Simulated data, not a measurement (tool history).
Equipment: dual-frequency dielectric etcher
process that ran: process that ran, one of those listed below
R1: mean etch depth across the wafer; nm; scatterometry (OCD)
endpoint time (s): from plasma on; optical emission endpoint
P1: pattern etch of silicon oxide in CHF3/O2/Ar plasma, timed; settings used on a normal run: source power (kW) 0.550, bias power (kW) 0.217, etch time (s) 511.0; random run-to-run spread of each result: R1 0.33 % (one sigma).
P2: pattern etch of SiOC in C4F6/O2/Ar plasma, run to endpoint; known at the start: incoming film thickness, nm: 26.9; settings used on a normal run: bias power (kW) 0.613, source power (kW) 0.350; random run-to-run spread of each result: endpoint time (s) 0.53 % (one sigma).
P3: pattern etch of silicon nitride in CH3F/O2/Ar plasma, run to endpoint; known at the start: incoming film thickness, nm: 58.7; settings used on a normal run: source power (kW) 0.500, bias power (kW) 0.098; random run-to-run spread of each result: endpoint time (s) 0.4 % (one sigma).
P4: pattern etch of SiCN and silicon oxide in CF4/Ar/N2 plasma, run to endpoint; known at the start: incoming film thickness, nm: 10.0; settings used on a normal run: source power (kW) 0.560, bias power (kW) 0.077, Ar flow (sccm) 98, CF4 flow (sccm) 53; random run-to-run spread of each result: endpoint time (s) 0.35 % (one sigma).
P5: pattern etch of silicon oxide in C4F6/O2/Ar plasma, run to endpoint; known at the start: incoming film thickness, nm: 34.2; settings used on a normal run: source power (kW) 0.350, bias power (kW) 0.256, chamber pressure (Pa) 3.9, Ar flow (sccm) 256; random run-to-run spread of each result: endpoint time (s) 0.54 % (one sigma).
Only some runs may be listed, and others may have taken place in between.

run 1 hour=3.5 | process_that_ran=P1 source_power_(kW)=0.550 bias_power_(kW)=0.217 etch_time_(s)=511.0 | R1=1020.40
run 2 hour=7.7 | process_that_ran=P3 source_power_(kW)=0.500 bias_power_(kW)=0.098 | endpoint_time_(s)=67.3430
run 3 hour=15.6 | process_that_ran=P1 source_power_(kW)=0.550 bias_power_(kW)=0.217 etch_time_(s)=732.5 | R1=1463.50
run 4 hour=20.6 | process_that_ran=P2 source_power_(kW)=0.350 bias_power_(kW)=0.817 | endpoint_time_(s)=7.5600
run 5 hour=28.5 | process_that_ran=P4 source_power_(kW)=0.560 bias_power_(kW)=0.077 Ar_flow_(sccm)=98 CF4_flow_(sccm)=69 | endpoint_time_(s)=9.4125
run 6 hour=35.3 | process_that_ran=P1 source_power_(kW)=0.550 bias_power_(kW)=0.157 etch_time_(s)=511.0 | R1=909.23
run 7 hour=43.0 | process_that_ran=P1 source_power_(kW)=0.550 bias_power_(kW)=0.217 etch_time_(s)=511.0 | R1=1019.50
run 8 hour=50.4 | process_that_ran=P5 source_power_(kW)=0.350 bias_power_(kW)=0.162 Ar_flow_(sccm)=256 chamber_pressure_(Pa)=3.9 | endpoint_time_(s)=11.4450
run 9 hour=54.7 | process_that_ran=P4 source_power_(kW)=0.560 bias_power_(kW)=0.077 Ar_flow_(sccm)=98 CF4_flow_(sccm)=53 | endpoint_time_(s)=9.8265
run 10 hour=60.5 | process_that_ran=P3 source_power_(kW)=0.320 bias_power_(kW)=0.098 | endpoint_time_(s)=79.6160
run 11 hour=68.1 | process_that_ran=P4 source_power_(kW)=0.560 bias_power_(kW)=0.099 Ar_flow_(sccm)=98 CF4_flow_(sccm)=53 | endpoint_time_(s)=8.9445
run 12 hour=74.6 | process_that_ran=P5 source_power_(kW)=0.280 bias_power_(kW)=0.256 Ar_flow_(sccm)=256 chamber_pressure_(Pa)=3.9 | endpoint_time_(s)=10.5880
run 13 hour=80.3 | process_that_ran=P2 source_power_(kW)=0.350 bias_power_(kW)=0.613 | endpoint_time_(s)=8.5159
run 14 hour=87.4 | process_that_ran=P1 source_power_(kW)=0.550 bias_power_(kW)=0.298 etch_time_(s)=511.0 | R1=1142.20
run 15 hour=94.4 | process_that_ran=P1 source_power_(kW)=0.550 bias_power_(kW)=0.217 etch_time_(s)=381.0 | R1=764.78
run 16 hour=100.7 | process_that_ran=P3 source_power_(kW)=0.500 bias_power_(kW)=0.098 | endpoint_time_(s)=67.7180
run 17 hour=105.7 | process_that_ran=P1 source_power_(kW)=0.550 bias_power_(kW)=0.217 etch_time_(s)=511.0 | R1=1026.40
run 18 hour=111.2 | process_that_ran=P1 source_power_(kW)=0.400 bias_power_(kW)=0.263 etch_time_(s)=511.0 | R1=973.96
run 19 hour=115.9 | process_that_ran=P1 source_power_(kW)=0.320 bias_power_(kW)=0.217 etch_time_(s)=511.0 | R1=833.67
run 20 hour=121.0 | process_that_ran=P1 source_power_(kW)=0.770 bias_power_(kW)=0.217 etch_time_(s)=511.0 | R1=1160.60
run 21 hour=126.8 | process_that_ran=P2 source_power_(kW)=0.350 bias_power_(kW)=0.613 | endpoint_time_(s)=8.4410
run 22 hour=131.8 | process_that_ran=P5 source_power_(kW)=0.350 bias_power_(kW)=0.256 Ar_flow_(sccm)=256 chamber_pressure_(Pa)=3.9 | endpoint_time_(s)=9.8674
run 23 hour=135.6 | process_that_ran=P5 source_power_(kW)=0.350 bias_power_(kW)=0.256 Ar_flow_(sccm)=169 chamber_pressure_(Pa)=3.9 | endpoint_time_(s)=9.3196
run 24 hour=143.0 | process_that_ran=P4 source_power_(kW)=0.790 bias_power_(kW)=0.077 Ar_flow_(sccm)=98 CF4_flow_(sccm)=53 | endpoint_time_(s)=7.2352
run 25 hour=148.7 | process_that_ran=P1 source_power_(kW)=0.550 bias_power_(kW)=0.217 etch_time_(s)=511.0 | R1=1027.10
run 26 hour=155.9 | process_that_ran=P2 source_power_(kW)=0.260 bias_power_(kW)=0.613 | endpoint_time_(s)=9.4328
run 27 hour=160.9 | process_that_ran=P4 source_power_(kW)=0.560 bias_power_(kW)=0.077 Ar_flow_(sccm)=120 CF4_flow_(sccm)=53 | endpoint_time_(s)=10.1210
run 28 hour=167.2 | process_that_ran=P1 source_power_(kW)=0.550 bias_power_(kW)=0.217 etch_time_(s)=511.0 | R1=1018.00
run 29 hour=170.7 | process_that_ran=P4 source_power_(kW)=0.560 bias_power_(kW)=0.077 Ar_flow_(sccm)=98 CF4_flow_(sccm)=53 | endpoint_time_(s)=9.7541
run 30 hour=176.7 | process_that_ran=P3 source_power_(kW)=0.500 bias_power_(kW)=0.065 | endpoint_time_(s)=78.1680
run 31 hour=180.4 | process_that_ran=P5 source_power_(kW)=0.350 bias_power_(kW)=0.256 Ar_flow_(sccm)=256 chamber_pressure_(Pa)=4.7 | endpoint_time_(s)=10.0300
run 32 hour=185.7 | process_that_ran=P1 source_power_(kW)=0.550 bias_power_(kW)=0.217 etch_time_(s)=511.0 | R1=1022.10
run 33 hour=190.1 | process_that_ran=P1 source_power_(kW)=0.550 bias_power_(kW)=0.217 etch_time_(s)=511.0 | R1=1017.50
run 34 hour=193.6 | process_that_ran=P1 source_power_(kW)=0.550 bias_power_(kW)=0.217 etch_time_(s)=511.0 | R1=1009.60
run 35 hour=198.3 | process_that_ran=P1 source_power_(kW)=0.550 bias_power_(kW)=0.217 etch_time_(s)=511.0 | R1=1012.40
run 36 hour=205.9 | process_that_ran=P1 source_power_(kW)=0.550 bias_power_(kW)=0.217 etch_time_(s)=511.0 | R1=1011.30
run 37 hour=212.5 | process_that_ran=P1 source_power_(kW)=0.550 bias_power_(kW)=0.217 etch_time_(s)=511.0 | R1=1008.70
-- hour=213.7 wet clean of the chamber
run 38 hour=219.8 | process_that_ran=P1 source_power_(kW)=0.550 bias_power_(kW)=0.217 etch_time_(s)=511.0 | R1=1010.90
run 39 hour=223.6 | process_that_ran=P1 source_power_(kW)=0.550 bias_power_(kW)=0.217 etch_time_(s)=511.0 | R1=1004.70
run 40 hour=229.6 | process_that_ran=P1 source_power_(kW)=0.550 bias_power_(kW)=0.217 etch_time_(s)=511.0 | R1=1002.00
run 41 hour=234.6 | process_that_ran=P1 source_power_(kW)=0.550 bias_power_(kW)=0.217 etch_time_(s)=511.0 | R1=1006.20
run 42 hour=238.1 | process_that_ran=P1 source_power_(kW)=0.550 bias_power_(kW)=0.217 etch_time_(s)=511.0 | R1=1010.70

Something has made what P1 gives creep away from where it was; the 2 causes below, each at its own stated size, fit the log equally well:
A: source power that arrives under what is set, % = 4.31
B: bias power that arrives under what is set, % = 4.65
The gradual shift began around hour 185.7.
Every other cause this tool's parts could produce, and why it does not fit the log:
chamber walls in a state that lowers the etch rate, %: its service at hour 213.7 followed the start of the drift and did not put the process back to its old value

You are offered 4 check runs, listed below with question marks in place of their results; each one averages 2 wafers. Which run separates the listed causes by giving clearly different results for each?
run check 1 hour=241.6 | process_that_ran=P5 source_power_(kW)=0.290 bias_power_(kW)=0.256 Ar_flow_(sccm)=256 chamber_pressure_(Pa)=3.9 | endpoint_time_(s)=?
run check 2 hour=241.6 | process_that_ran=P2 source_power_(kW)=0.350 bias_power_(kW)=0.779 | endpoint_time_(s)=?
run check 3 hour=241.6 | process_that_ran=P4 source_power_(kW)=0.650 bias_power_(kW)=0.077 Ar_flow_(sccm)=98 CF4_flow_(sccm)=53 | endpoint_time_(s)=?
run check 4 hour=241.6 | process_that_ran=P3 source_power_(kW)=0.500 bias_power_(kW)=0.072 | endpoint_time_(s)=?

Predicted outcomes, by check and by cause:
check=check_1 result=endpoint_time_(s) if_A=10.7400 if_B=10.7360
check=check_2 result=endpoint_time_(s) if_A=7.8207 if_B=7.8439
check=check_3 result=endpoint_time_(s) if_A=8.9149 if_B=8.7184
check=check_4 result=endpoint_time_(s) if_A=76.5950 if_B=76.5300
How far apart the two closest causes lie, in the result that separates them most: check 1 0.03 %; check 2 0.3 %; check 3 2.23 %; check 4 0.09 %
Only in check 3 would the causes give clearly different results; in the remaining checks their results would be nearly the same.

With check 3 done, the readings were: endpoint time (s) 8.7707. Identify which of the listed causes applies.

B is the cause: bias power that arrives under what is set, %.

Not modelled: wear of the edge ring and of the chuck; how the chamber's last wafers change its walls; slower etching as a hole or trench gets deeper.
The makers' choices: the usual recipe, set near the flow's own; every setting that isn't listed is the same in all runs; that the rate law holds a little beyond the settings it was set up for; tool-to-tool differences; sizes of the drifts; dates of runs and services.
